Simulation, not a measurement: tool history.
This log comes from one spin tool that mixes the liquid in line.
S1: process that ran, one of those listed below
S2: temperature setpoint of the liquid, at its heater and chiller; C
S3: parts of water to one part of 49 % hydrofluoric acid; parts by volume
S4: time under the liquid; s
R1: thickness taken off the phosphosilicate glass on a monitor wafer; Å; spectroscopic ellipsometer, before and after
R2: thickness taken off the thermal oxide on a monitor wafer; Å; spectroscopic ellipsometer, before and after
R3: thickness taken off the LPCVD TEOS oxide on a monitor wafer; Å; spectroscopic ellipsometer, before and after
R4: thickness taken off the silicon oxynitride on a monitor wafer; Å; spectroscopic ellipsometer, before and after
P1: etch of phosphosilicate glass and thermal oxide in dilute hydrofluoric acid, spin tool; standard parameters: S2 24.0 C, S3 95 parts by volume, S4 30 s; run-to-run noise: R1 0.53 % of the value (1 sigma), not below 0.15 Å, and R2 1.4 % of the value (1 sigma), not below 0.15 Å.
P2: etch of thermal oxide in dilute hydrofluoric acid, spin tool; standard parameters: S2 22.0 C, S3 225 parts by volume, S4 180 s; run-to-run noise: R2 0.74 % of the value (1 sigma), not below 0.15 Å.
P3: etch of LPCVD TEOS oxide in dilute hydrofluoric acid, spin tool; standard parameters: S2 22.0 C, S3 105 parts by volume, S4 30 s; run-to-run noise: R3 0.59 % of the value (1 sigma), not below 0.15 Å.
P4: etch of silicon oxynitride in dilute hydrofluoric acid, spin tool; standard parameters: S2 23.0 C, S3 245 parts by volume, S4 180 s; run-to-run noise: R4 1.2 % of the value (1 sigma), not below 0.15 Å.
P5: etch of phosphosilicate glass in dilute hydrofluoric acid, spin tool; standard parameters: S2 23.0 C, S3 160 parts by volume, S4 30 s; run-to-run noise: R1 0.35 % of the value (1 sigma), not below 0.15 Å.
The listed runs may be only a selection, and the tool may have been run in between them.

{"run": 1, "hour": 4.5, "S1": "P1", "S2": 24.0, "S3": 95, "S4": 30, "R1": 566.35, "R2": 14.196}
{"run": 2, "hour": 9.9, "S1": "P3", "S2": 22.0, "S3": 45, "S4": 30, "R3": 154.41}
{"run": 3, "hour": 16.4, "S1": "P1", "S2": 30.0, "S3": 95, "S4": 30, "R1": 718.84, "R2": 18.218}
{"run": 4, "hour": 21.6, "S1": "P4", "S2": 23.0, "S3": 245, "S4": 180, "R4": 20.143}
{"run": 5, "hour": 25.2, "S1": "P3", "S2": 17.0, "S3": 105, "S4": 30, "R3": 49.373}
{"run": 6, "hour": 32.7, "S1": "P1", "S2": 24.0, "S3": 95, "S4": 30, "R1": 563.24, "R2": 14.574}
{"run": 7, "hour": 37.0, "S1": "P1", "S2": 24.0, "S3": 95, "S4": 15, "R1": 286.02, "R2": 7.3478}
{"run": 8, "hour": 44.0, "S1": "P3", "S2": 22.0, "S3": 105, "S4": 30, "R3": 60.986}
{"run": 9, "hour": 51.0, "S1": "P2", "S2": 27.5, "S3": 225, "S4": 180, "R2": 36.423}
{"run": 10, "hour": 55.3, "S1": "P1", "S2": 24.0, "S3": 55, "S4": 30, "R1": 1033.4, "R2": 26.22}
{"run": 11, "hour": 62.7, "S1": "P1", "S2": 24.0, "S3": 140, "S4": 30, "R1": 367.42, "R2": 9.4894}
{"run": 12, "hour": 66.6, "S1": "P2", "S2": 22.0, "S3": 225, "S4": 20, "R2": 3.4318}
{"run": 13, "hour": 74.0, "S1": "P3", "S2": 22.0, "S3": 105, "S4": 15, "R3": 30.527}
{"run": 14, "hour": 81.0, "S1": "P1", "S2": 24.0, "S3": 95, "S4": 30, "R1": 571.95, "R2": 14.772}
{"run": 15, "hour": 88.0, "S1": "P3", "S2": 22.0, "S3": 105, "S4": 30, "R3": 61.189}
{"run": 16, "hour": 94.9, "S1": "P4", "S2": 23.0, "S3": 245, "S4": 180, "R4": 20.759}
{"run": 17, "hour": 100.7, "S1": "P4", "S2": 23.0, "S3": 400, "S4": 180, "R4": 11.347}
{"run": 18, "hour": 108.0, "S1": "P1", "S2": 19.0, "S3": 35, "S4": 30, "R1": 1346.7, "R2": 34.51}
{"run": 19, "hour": 115.3, "S1": "P1", "S2": 24.0, "S3": 95, "S4": 30, "R1": 565.24, "R2": 14.189}
{"run": 20, "hour": 119.7, "S1": "P5", "S2": 23.0, "S3": 160, "S4": 30, "R1": 151.77}
{"run": 21, "hour": 123.7, "S1": "P2", "S2": 22.0, "S3": 405, "S4": 180, "R2": 14.459}
{"run": 22, "hour": 129.0, "S1": "P1", "S2": 31.0, "S3": 95, "S4": 45, "R1": 1117.5, "R2": 28.602}
{"run": 23, "hour": 135.8, "S1": "P1", "S2": 17.5, "S3": 95, "S4": 45, "R1": 659.14, "R2": 17.297}
{"run": 24, "hour": 140.9, "S1": "P4", "S2": 23.0, "S3": 245, "S4": 15, "R4": 1.6985}
{"run": 25, "hour": 146.1, "S1": "P5", "S2": 23.0, "S3": 160, "S4": 15, "R1": 76.282}
{"run": 26, "hour": 150.2, "S1": "P1", "S2": 24.0, "S3": 95, "S4": 50, "R1": 949.38, "R2": 24.101}
{"run": 27, "hour": 156.4, "S1": "P1", "S2": 19.5, "S3": 95, "S4": 30, "R1": 477.11, "R2": 12.363}
{"run": 28, "hour": 161.7, "S1": "P2", "S2": 22.0, "S3": 225, "S4": 180, "R2": 30.38}

Expected results for the next run?
{"run": 29, "hour": 168.0, "S1": "P1", "S2": 24.0, "S3": 95, "S4": 30, "R1": "?", "R2": "?"}

R1: 569.820 Å
R2: 14.5510 Å
